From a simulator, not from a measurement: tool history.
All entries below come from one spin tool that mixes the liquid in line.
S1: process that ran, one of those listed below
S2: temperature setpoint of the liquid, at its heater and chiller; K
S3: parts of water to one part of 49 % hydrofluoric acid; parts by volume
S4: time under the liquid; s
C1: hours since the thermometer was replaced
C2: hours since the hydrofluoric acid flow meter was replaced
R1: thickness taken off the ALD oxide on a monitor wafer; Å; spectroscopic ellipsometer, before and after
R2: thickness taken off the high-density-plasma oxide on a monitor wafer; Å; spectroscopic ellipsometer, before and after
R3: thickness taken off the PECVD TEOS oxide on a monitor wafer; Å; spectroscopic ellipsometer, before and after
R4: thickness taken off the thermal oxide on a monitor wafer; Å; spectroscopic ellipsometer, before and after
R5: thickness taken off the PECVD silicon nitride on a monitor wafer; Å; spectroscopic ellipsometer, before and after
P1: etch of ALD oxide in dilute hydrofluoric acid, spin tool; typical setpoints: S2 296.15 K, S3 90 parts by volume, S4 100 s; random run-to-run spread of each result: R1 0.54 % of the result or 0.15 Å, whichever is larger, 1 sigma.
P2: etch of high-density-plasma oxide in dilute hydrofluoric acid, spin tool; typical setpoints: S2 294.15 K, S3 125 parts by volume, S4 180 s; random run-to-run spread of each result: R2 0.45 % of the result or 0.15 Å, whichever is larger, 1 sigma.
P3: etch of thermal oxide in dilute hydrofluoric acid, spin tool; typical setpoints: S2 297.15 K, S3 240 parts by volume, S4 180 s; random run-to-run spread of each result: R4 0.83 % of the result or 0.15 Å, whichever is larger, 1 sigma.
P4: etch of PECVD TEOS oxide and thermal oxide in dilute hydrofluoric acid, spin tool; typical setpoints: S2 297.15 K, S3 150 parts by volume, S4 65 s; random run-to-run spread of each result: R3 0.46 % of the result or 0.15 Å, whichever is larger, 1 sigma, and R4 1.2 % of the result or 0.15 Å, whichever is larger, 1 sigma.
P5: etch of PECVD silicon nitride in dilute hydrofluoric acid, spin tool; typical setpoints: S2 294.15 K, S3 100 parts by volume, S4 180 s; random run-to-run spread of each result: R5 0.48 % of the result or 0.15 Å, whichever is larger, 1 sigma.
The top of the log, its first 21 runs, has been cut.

run   hour  S1      S2   S3   S4     C1     C2      R1      R2      R3      R4      R5
 22  228.8  P5  294.15  100  180   55.9  136.5                                  49.367
 23    239  P4  297.15  150   65   66.1  146.7                  69.177  18.075
 24  246.6  P1  296.15   90  145   73.7  154.3  278.89
 25  257.1  P3  297.15  350  180   84.2  164.8                          17.143
 26  265.6  P5  290.15  100  180   92.7  173.3                                  37.388
 27    273  P1  296.15   90  100  100.1  180.7  194.86
 28  280.1  P1  296.15   90  100  107.2  187.8  196.36
 29  288.3  P2  294.15  125   35  115.4    196          14.721
 30  298.8  P1  302.65   90  100  125.9  206.5  249.95
 31    308  P4  297.15  150   35  135.1  215.7                  37.198  9.8143
 32    315  P1  296.15   90  100  142.1  222.7  195.18
 33  325.1  P1  296.15   90  100  152.2  232.8  200.01
 34  331.2  P1  296.15   90  100  158.3  238.9   205.5
 35  343.1  P1  296.15   90  100  170.2  250.8  208.94
 36  349.8  P1  296.15   90  100  176.9  257.5  207.46
 37    358  P1  296.15   90  100  185.1  265.7  210.51
 38  371.6  P1  296.15   90  100  198.7  279.3  212.34

Run 39 has not been measured yet. What should we expect?
 39  383.6  P1  296.15  90  100  210.7  291.3   ?

Logged for run 39: R1 214.49 Å.
